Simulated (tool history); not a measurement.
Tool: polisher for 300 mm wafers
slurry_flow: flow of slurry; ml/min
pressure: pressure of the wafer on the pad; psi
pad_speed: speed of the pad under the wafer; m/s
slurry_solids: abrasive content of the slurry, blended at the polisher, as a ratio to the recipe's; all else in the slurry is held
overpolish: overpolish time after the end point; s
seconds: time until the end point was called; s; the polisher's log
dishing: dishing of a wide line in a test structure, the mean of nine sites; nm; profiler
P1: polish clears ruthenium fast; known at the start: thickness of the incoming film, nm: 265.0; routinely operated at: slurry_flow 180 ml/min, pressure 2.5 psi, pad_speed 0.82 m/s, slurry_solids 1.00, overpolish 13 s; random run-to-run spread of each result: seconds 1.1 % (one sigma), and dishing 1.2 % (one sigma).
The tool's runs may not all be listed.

run,hour,slurry_flow,pressure,pad_speed,slurry_solids,overpolish,wafers polished on this pad,hours since the slurry nozzle was cleaned,hours since the head pressure was calibrated,hours since the slurry blender was calibrated,seconds,dishing
1,11.1,180,2.5,0.82,1.00,13,980,202.2,335.3,91.6,85.839,32.267
2,21.0,180,2.5,0.82,1.00,13,1062,212.1,345.2,101.5,86.318,32.555
3,32.0,180,2.5,0.82,1.00,13,1153,223.1,356.2,112.5,86.991,32.252
4,40.2,180,2.5,0.82,1.25,13,1220,231.3,364.4,120.7,78.951,34.960
5,48.2,180,2.5,0.82,1.00,20,1287,239.3,372.4,128.7,86.985,45.797
6,56.2,180,2.5,0.82,0.60,13,1353,247.3,380.4,136.7,113.280,25.486
7,67.9,110,2.5,0.82,1.00,13,1449,259.0,392.1,148.4,97.216,29.941
8,77.2,180,2.5,0.82,1.00,13,1526,268.3,401.4,157.7,85.802,31.937
9,82.5,180,1.1,0.82,1.00,13,1570,273.6,406.7,163.0,195.900,15.220
10,90.6,180,3.9,0.82,1.35,13,1637,281.7,414.8,171.1,49.632,51.589
11,98.7,180,2.5,0.82,1.00,13,1704,289.8,422.9,179.2,87.512,31.805
12,107.1,180,3.9,0.82,1.45,13,1774,298.2,431.3,187.6,48.094,52.502
13,116.1,180,4.0,0.82,1.00,13,1848,307.2,440.3,196.6,54.777,46.179
14,121.7,280,2.5,0.82,1.00,13,1894,312.8,445.9,202.2,82.085,34.200
15,129.5,180,2.5,0.38,1.00,13,1959,320.6,453.7,210.0,185.710,16.202
16,141.0,180,2.5,0.82,1.00,13,2054,332.1,465.2,221.5,86.416,31.505
17,146.6,180,1.6,0.82,1.45,13,2100,337.7,470.8,227.1,119.470,25.119
18,152.9,180,2.5,0.82,1.00,4,2152,344.0,477.1,233.4,86.138,10.732
19,158.6,180,2.5,1.18,1.00,13,2199,349.7,482.8,239.1,60.265,43.664
20,164.3,180,2.5,0.82,1.00,13,2247,355.4,488.5,244.8,87.228,32.354
21,169.5,180,2.5,0.82,1.00,13,2290,360.6,493.7,250.0,88.369,31.966
22,177.6,180,2.5,0.82,1.00,13,2357,368.7,501.8,258.1,91.213,31.669
23,185.3,180,2.5,0.82,1.00,13,2420,376.4,509.5,265.8,90.195,30.693
24,195.0,180,2.5,0.82,1.00,13,2501,386.1,519.2,275.5,91.201,30.825
25,201.5,180,2.5,0.82,1.00,13,2554,392.6,525.7,282.0,93.797,30.869
26,210.1,180,2.5,0.82,1.00,13,2625,401.2,534.3,290.6,93.641,29.543
# hour 214.2: head pressure recalibrated
27,215.8,180,2.5,0.82,1.00,13,2673,406.9,1.6,296.3,93.886,30.093
# hour 219.8: worn pad replaced by a new one
28,224.5,180,2.5,0.82,1.00,13,39,415.6,10.3,305.0,92.819,29.155
29,234.8,180,2.5,0.82,1.00,13,124,425.9,20.6,315.3,93.968,29.844
30,244.0,180,2.5,0.82,1.00,13,200,435.1,29.8,324.5,94.823,29.685
31,250.5,180,2.5,0.82,1.00,13,254,441.6,36.3,331.0,93.325,29.997

Something has made what P1 gives creep away from where it was; the 2 causes below, each at its own stated size, fit the log equally well:
A: abrasive missing from the slurry, % = 15.1
B: slurry flow missing at the pad, % = 35.3
The process output started creeping at around hour 164.3.
Every other cause this tool's parts could produce, and why it does not fit the log:
removal rate lost through wear of the pad, %: was serviced at hour 219.8, once the creep was under way, yet the earlier output never came back
head's pressure below its setpoint, %: was serviced at hour 214.2, once the creep was under way, yet the earlier output never came back

4 check runs are offered, each on 5 wafers whose results are averaged, their results left as question marks. Which one tells the causes apart?
check 1,257.0,180,1.9,0.46,1.00,13,,,,,?,?
check 2,257.0,235,2.5,0.82,0.65,13,,,,,?,?
check 3,257.0,180,2.5,0.52,1.00,13,,,,,?,?
check 4,257.0,180,1.3,0.82,1.00,19,,,,,?,?

Expected result of each check under each candidate cause:
check,result,if A,if B
check 1,seconds,220.410,220.430
check 1,dishing,13.829,13.828
check 2,seconds,115.030,111.130
check 2,dishing,25.125,25.907
check 3,seconds,148.190,148.200
check 3,dishing,19.993,19.992
check 4,seconds,180.710,180.730
check 4,dishing,23.555,23.554
Smallest distance between any two causes, each pair judged by its most separating result, in per cent: check 1 0.01 %; check 2 3.45 %; check 3 0.01 %; check 4 0.01 %
Only in check 2 would the causes give clearly different results; in the remaining checks their results would be nearly the same.

The results of check 2 are: seconds 114.570 s; dishing 24.972 nm. Based on these, which of the listed causes is it?

A is the cause: abrasive missing from the slurry, %.

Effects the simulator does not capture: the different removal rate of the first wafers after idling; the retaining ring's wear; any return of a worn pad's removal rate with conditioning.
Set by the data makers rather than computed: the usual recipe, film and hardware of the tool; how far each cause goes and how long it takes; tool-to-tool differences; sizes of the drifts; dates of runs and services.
